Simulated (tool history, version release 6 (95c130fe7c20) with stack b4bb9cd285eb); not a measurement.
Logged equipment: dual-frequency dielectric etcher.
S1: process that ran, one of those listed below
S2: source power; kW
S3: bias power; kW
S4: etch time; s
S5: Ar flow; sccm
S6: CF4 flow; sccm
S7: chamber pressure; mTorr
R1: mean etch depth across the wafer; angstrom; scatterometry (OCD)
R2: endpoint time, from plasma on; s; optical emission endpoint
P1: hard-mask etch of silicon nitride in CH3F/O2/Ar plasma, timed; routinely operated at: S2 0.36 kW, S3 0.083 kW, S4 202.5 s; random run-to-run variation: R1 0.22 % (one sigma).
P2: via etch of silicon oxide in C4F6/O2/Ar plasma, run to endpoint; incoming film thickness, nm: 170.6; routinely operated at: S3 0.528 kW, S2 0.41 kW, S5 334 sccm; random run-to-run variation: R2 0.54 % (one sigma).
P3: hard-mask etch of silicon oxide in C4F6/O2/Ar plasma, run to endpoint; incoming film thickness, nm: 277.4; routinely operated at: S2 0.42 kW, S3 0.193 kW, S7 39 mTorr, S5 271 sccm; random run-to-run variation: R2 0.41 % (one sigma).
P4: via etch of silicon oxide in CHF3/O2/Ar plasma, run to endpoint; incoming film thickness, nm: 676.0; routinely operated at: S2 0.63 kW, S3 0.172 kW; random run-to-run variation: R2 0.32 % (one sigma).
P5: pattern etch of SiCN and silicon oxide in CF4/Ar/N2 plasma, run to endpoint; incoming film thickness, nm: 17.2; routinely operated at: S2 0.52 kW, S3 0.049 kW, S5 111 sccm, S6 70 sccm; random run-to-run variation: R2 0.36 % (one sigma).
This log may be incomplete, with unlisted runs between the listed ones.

run	hour	S1	S2	S3	S4	S5	S6	S7	R1	R2
1	5.2	P1	0.36	0.083	202.5				1458.7	
2	11.6	P2	0.41	0.528		200				33.715
3	20.3	P2	0.41	0.528		334				35.892
4	26.1	P5	0.52	0.049		111	70			19.816
5	31.7	P1	0.36	0.049	202.5				1219.8	
6	36.1	P1	0.25	0.083	202.5				1271.6	
7	42.9	P2	0.41	0.729		334				31.152
8	49.1	P1	0.36	0.083	202.5				1454.3	
9	53.5	P5	0.52	0.066		111	70			18.058
10	62.5	P5	0.52	0.049		131	70			20.465
11	68.6	P1	0.36	0.083	284.5				2045.1	
12	75.5	P1	0.36	0.083	202.5				1456.8	
13	85	P2	0.53	0.528		334				32.623
14	95	P3	0.42	0.193		160		39		81.34
15	99.7	P1	0.36	0.083	202.5				1463.1	
16	104.2	P3	0.42	0.193		271		54.5		89.506
17	112.9	P4	0.63	0.238						317.44
18	118.3	P1	0.36	0.083	202.5				1459.1	
19	127.3	P3	0.42	0.271		271		39		77.264
20	134.1	P4	0.63	0.172						354.86
21	142.3	P3	0.57	0.193		271		39		76.307
22	148.5	P4	0.63	0.172						357.09
23	154.9	P1	0.36	0.105	202.5				1588.2	
24	162.4	P4	0.89	0.172						313.7
25	168	P5	0.73	0.049		111	70			14.655
26	177.8	P3	0.42	0.193		271		39		86.084
27	184.7	P1	0.36	0.083	151.5				1093.2	
28	192.2	P1	0.47	0.083	202.5				1613	
29	198.7	P3	0.42	0.193		271		39		86.79
30	206.2	P5	0.52	0.049		111	87			19.065
31	213.9	P1	0.36	0.106	269				2127.2	
32	220.3	P1	0.36	0.083	202.5				1460	
33	227.3	P1	0.36	0.083	202.5				1449.1	
34	233.9	P1	0.36	0.083	202.5				1445.4	
35	242.9	P1	0.36	0.083	202.5				1442.4	
# hour 245: wet clean of the chamber
36	251.9	P1	0.36	0.083	202.5				1443.6	
37	260	P1	0.36	0.083	202.5				1436.9	
38	266.9	P1	0.36	0.083	202.5				1439	
39	275.8	P1	0.36	0.083	202.5				1441.6	
40	284	P1	0.36	0.083	202.5				1439	

The log shows P1 creeping away from where it was. Any of the 2 causes listed here, at the size stated for it, fits the log just as well as the others:
A: bias power that arrives under what is set, % = 4.21
B: source power that arrives under what is set, % = 3.99
The gradual shift began around hour 220.3.
Why every other cause is out:
chamber walls in a state that lowers the etch rate, %: work on it at hour 245, done after the drift set in, did not restore what the process gave before

The list below offers 4 check runs, each averaging the results of 2 wafers, and shows each result as a question mark. For which of them would the listed causes give clearly different results?
check 1	292.2	P3	0.42	0.193		170		39		?
check 2	292.2	P5	0.7	0.049		111	70			?
check 3	292.2	P2	0.41	0.664		268				?
check 4	292.2	P4	0.86	0.172						?

How each check would come out, cause by cause:
check	result	if A	if B
check 1	R2	82.711	82.887
check 2	R2	15.428	15.796
check 3	R2	32.365	32.306
check 4	R2	320.49	321.08
Per-check spread between the two closest causes, in the result where they differ most: check 1 0.21 %; check 2 2.36 %; check 3 0.18 %; check 4 0.18 %
Check 2 distinguishes between the causes, while the remaining checks would return nearly the same result for all of them.

Check 2 has now been run. It gave: R2 15.409 s. Which of the candidate causes is it?

It was cause A: bias power that arrives under what is set, %.
